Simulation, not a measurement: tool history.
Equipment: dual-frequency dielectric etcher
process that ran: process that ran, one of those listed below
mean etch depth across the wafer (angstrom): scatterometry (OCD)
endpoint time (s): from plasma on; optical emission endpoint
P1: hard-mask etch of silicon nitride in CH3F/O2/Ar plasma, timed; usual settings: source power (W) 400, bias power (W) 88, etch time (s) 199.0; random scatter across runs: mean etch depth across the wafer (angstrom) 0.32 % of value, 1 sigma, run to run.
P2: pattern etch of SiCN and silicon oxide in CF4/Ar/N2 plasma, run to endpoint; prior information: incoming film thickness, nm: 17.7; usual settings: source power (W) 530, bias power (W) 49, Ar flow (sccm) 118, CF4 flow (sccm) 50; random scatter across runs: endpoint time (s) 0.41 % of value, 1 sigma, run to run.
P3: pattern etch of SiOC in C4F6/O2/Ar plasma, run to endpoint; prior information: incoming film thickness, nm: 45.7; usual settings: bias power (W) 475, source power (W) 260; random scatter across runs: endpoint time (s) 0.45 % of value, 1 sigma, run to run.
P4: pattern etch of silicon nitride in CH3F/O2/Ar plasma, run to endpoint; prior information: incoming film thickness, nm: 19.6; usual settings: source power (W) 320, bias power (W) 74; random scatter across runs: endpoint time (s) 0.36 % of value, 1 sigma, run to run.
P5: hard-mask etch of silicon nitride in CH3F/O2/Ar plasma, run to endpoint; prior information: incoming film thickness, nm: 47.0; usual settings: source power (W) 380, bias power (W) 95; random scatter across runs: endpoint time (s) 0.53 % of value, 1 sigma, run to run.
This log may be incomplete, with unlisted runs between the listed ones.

run	hour	process that ran	source power (W)	bias power (W)	etch time (s)	Ar flow (sccm)	CF4 flow (sccm)	hours since the last wet clean	hours since the last source power generator calibration	hours since the last bias power generator calibration	mean etch depth across the wafer (angstrom)	endpoint time (s)
1	10.0	P1	400	88	199.0			292.3	1045.0	861.5	1466.30	
2	21.0	P4	190	74				303.3	1056.0	872.5		37.176
3	26.3	P1	510	88	199.0			308.6	1061.3	877.8	1590.00	
4	33.4	P1	400	116	199.0			315.7	1068.4	884.9	1612.00	
5	40.0	P5	380	95				322.3	1075.0	891.5		62.331
6	47.9	P1	400	52	199.0			330.2	1082.9	899.4	1223.60	
7	57.6	P2	530	38		118	50	339.9	1092.6	909.1		24.238
8	65.5	P2	530	49		118	50	347.8	1100.5	917.0		22.211
9	70.6	P2	530	49		157	50	352.9	1105.6	922.1		23.550
10	81.0	P1	240	88	199.0			363.3	1116.0	932.5	1204.80	
11	91.9	P1	400	88	199.0			374.2	1126.9	943.4	1458.80	
12	97.7	P1	490	88	239.0			380.0	1132.7	949.2	1896.50	
13	103.1	P1	400	88	199.0			385.4	1138.1	954.6	1454.10	
14	114.4	P4	320	49				396.7	1149.4	965.9		35.232
15	124.3	P2	430	49		118	50	406.6	1159.3	975.8		26.678
16	130.0	P1	310	88	126.0			412.3	1165.0	981.5	835.34	
17	141.5	P1	400	88	199.0			423.8	1176.5	993.0	1456.20	
18	146.7	P3	200	475				429.0	1181.7	998.2		20.440
19	154.5	P1	400	88	109.5			436.8	1189.5	1006.0	803.62	
20	162.5	P1	400	88	199.0			444.8	1197.5	1014.0	1468.50	
21	173.5	P1	400	88	199.0			455.8	1208.5	1025.0	1459.80	
22	179.4	P5	380	131				461.7	1214.4	1030.9		54.682
23	187.1	P1	270	63	199.0			469.4	1222.1	1038.6	1122.70	
24	198.6	P2	530	49		118	69	480.9	1233.6	1050.1		21.082
25	204.7	P1	400	88	251.0			487.0	1239.7	1056.2	1837.20	
26	214.2	P5	380	95				496.5	1249.2	1065.7		62.287
27	223.8	P4	320	74				506.1	1258.8	1075.3		30.743
28	232.9	P5	290	95				515.2	1267.9	1084.4		69.453
29	238.4	P3	260	659				520.7	1273.4	1089.9		16.463
30	248.7	P3	260	475				531.0	1283.7	1100.2		18.571
31	253.9	P1	400	88	199.0			536.2	1288.9	1105.4	1454.60	
32	260.2	P1	400	88	199.0			542.5	1295.2	1111.7	1468.50	
33	269.5	P1	400	88	199.0			551.8	1304.5	1121.0	1472.30	
# hour 278.8: wet clean of the chamber
34	280.6	P1	400	88	199.0			1.9	1315.6	1132.1	1488.20	
35	285.7	P1	400	88	199.0			7.0	1320.7	1137.2	1489.10	
36	296.2	P1	400	88	199.0			17.5	1331.2	1147.7	1478.70	
37	303.8	P1	400	88	199.0			25.1	1338.8	1155.3	1483.10	
38	310.1	P1	400	88	199.0			31.4	1345.1	1161.6	1486.00	

Compared with where it was, what P1 gives has crept away. Each cause listed below fits the log as well as the rest, at the size given for it:
A: bias power that arrives over what is set, % = 4.58
B: source power that arrives over what is set, % = 4.39
The onset of the drift is placed at about hour 253.9.
Ruled out, with reasons:
chamber walls in a state that raises the etch rate, %: maintenance at hour 278.8, after the shift began, did not return the process to its former output

Which of the check runs below tells the causes apart, meaning the causes would give it clearly different results? Each run uses 2 wafers whose results are averaged, and each result is shown as a question mark.
check 1	316.4	P5	380	95								?
check 2	316.4	P2	530	49		118	50					?
check 3	316.4	P3	260	475								?
check 4	316.4	P4	320	74								?

What every check run would give for each of its results, assuming each possible cause in turn:
check	result	if A	if B
check 1	endpoint time (s)	61.362	61.385
check 2	endpoint time (s)	22.007	21.506
check 3	endpoint time (s)	18.320	18.342
check 4	endpoint time (s)	30.271	30.258
How far apart the two closest causes lie, in the result that separates them most: check 1 0.04 %; check 2 2.3 %; check 3 0.12 %; check 4 0.04 %
Check 2 distinguishes between the causes, while the remaining checks would return nearly the same result for all of them.

The results of check 2 are: endpoint time (s) 21.468. Based on these, which of the listed causes is it?

The correct cause is B, namely: source power that arrives over what is set, %.

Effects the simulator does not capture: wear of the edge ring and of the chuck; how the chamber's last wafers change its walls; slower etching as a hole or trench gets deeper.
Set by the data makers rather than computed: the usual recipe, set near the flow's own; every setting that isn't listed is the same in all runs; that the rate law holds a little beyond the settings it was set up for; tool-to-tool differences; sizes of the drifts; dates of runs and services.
